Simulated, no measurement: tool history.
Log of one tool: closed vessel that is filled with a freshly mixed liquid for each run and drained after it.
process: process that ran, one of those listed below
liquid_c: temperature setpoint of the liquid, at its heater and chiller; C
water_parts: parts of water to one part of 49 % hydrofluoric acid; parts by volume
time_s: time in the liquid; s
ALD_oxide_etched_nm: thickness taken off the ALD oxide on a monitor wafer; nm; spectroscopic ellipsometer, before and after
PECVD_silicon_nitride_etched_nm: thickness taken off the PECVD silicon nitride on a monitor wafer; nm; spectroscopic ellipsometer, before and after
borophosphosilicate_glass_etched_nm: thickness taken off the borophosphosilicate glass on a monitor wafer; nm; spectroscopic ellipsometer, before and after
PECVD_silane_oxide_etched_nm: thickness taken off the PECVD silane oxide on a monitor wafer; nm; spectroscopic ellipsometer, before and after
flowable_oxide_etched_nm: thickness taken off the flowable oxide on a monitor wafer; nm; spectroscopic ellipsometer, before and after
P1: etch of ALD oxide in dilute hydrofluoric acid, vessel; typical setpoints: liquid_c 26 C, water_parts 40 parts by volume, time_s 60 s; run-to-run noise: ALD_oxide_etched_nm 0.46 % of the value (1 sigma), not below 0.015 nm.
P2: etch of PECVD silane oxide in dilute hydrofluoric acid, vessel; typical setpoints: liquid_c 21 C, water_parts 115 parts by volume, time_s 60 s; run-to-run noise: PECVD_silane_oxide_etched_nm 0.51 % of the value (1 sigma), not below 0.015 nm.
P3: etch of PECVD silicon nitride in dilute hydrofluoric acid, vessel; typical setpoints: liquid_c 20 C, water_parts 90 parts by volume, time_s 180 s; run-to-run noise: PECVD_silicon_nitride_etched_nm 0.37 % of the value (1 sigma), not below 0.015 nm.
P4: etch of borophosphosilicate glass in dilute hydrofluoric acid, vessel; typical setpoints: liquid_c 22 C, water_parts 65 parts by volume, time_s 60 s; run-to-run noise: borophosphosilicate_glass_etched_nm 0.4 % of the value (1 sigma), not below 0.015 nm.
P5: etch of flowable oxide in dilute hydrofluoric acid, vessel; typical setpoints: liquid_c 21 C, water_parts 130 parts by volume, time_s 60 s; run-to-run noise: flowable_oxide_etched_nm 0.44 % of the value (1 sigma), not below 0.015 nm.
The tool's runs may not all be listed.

run    day  process  liquid_c  water_parts  time_s  ALD_oxide_etched_nm  PECVD_silicon_nitride_etched_nm  borophosphosilicate_glass_etched_nm  PECVD_silane_oxide_etched_nm  flowable_oxide_etched_nm
  1  0.275       P1        26           40      60               22.577
  2  0.483       P1      30.5           40      30               13.412
  3  0.683       P3        20           90      90                                                4.3011
  4  0.838       P1        26           40      60               22.483
  5  1.138       P4        22           65      60                                                                                     46.246
  6  1.329       P3        20           90     180                                                8.5826
  7  1.508       P2        21          115      60                                                                                                                   17.083
  8   1.65       P1        26           70      60               12.436
  9  1.825       P5        21          130      90                                                                                                                                             24.562
 10  2.042       P1        26           40      60               22.628
 11  2.358       P1        26           20      60               46.531
 12  2.517       P3        17           90     180                                                7.0098
 13  2.746       P5        21           55      60                                                                                                                                             42.578
 14  2.917       P1        26           40      60               22.526
 15  3.129       P2        25          115      60                                                                                                                   20.082
 16  3.308       P1        18           40      60               16.107
 17  3.592       P5        21          130      60                                                                                                                                             16.304
 18    3.9       P2        21          115      60                                                                                                                   17.115
 19  4.104       P1        34           40      60               30.721
 20  4.367       P1        31           40      30               13.761
 21  4.521       P1        26           40      60               22.483
 22  4.721       P4      29.5           65      60                                                                                     61.793
 23  4.992       P2        21          185      60                                                                                                                   9.8585
 24  5.212       P4        22           65      60                                                                                     46.249
 25  5.433       P1        26           40      60               22.488
 26  5.621       P1        26           40     105               39.649
 27  5.817       P4        22           65      30                                                                                     22.806
 28  6.125       P3        20           35     180                                                21.624
 29  6.333       P1        26           40      30               11.339
 30  6.588       P2        21          115      85                                                                                                                   24.236
 31  6.775       P4        22           25      60                                                                                     126.29
 32  7.008       P5        17          130      60                                                                                                                                             14.032
 33  7.196       P3        20           90     180                                                8.6153
 34  7.446       P1        26           40      60               22.514
 35  7.633       P1        26           40      60               21.719
 36  7.771       P1        26           40      60               21.288
 37  8.079       P1        26           40      60               20.795
 38  8.358       P1        26           40      60               20.484
 39  8.533       P1        26           40      60               20.538
 40  8.825       P1        26           40      60               20.392

The output of P1 has drifted from where it used to be. Each of the 2 causes below, taken at the size shown beside it, accounts for the log equally well:
A: liquid colder than its thermometer reads (K) = 2.44
B: hydrofluoric acid flow below the setpoint (%) = 9.04
Onset of the creep was near day 7.446.

4 check runs are offered, one wafer each, their results left as question marks. Which one tells the causes apart?
check 1  9.117       P3        20           90     180                                                     ?
check 2  9.117       P4        22           65      60                                                                                          ?
check 3  9.117       P5        21          130      60                                                                                                                                                  ?
check 4  9.117       P2        21          115      60                                                                                                                        ?

What each check would give under each cause:
  check                               result    if A    if B
check 1      PECVD_silicon_nitride_etched_nm  7.2742  7.8483
check 2  borophosphosilicate_glass_etched_nm  41.524  41.491
check 3             flowable_oxide_etched_nm  14.847  14.695
check 4         PECVD_silane_oxide_etched_nm  15.492  15.369
Minimum pairwise separation of causes per check, each pair taken at its best-separating result: check 1 7.6 %; check 2 0.08 %; check 3 1.02 %; check 4 0.8 %
Only check 1 tells the causes apart: in the others they would give nearly the same result.

Check 1 was carried out, with these results: PECVD_silicon_nitride_etched_nm 7.8498 nm. Which of the listed causes is responsible?

It was cause B: hydrofluoric acid flow below the setpoint (%).
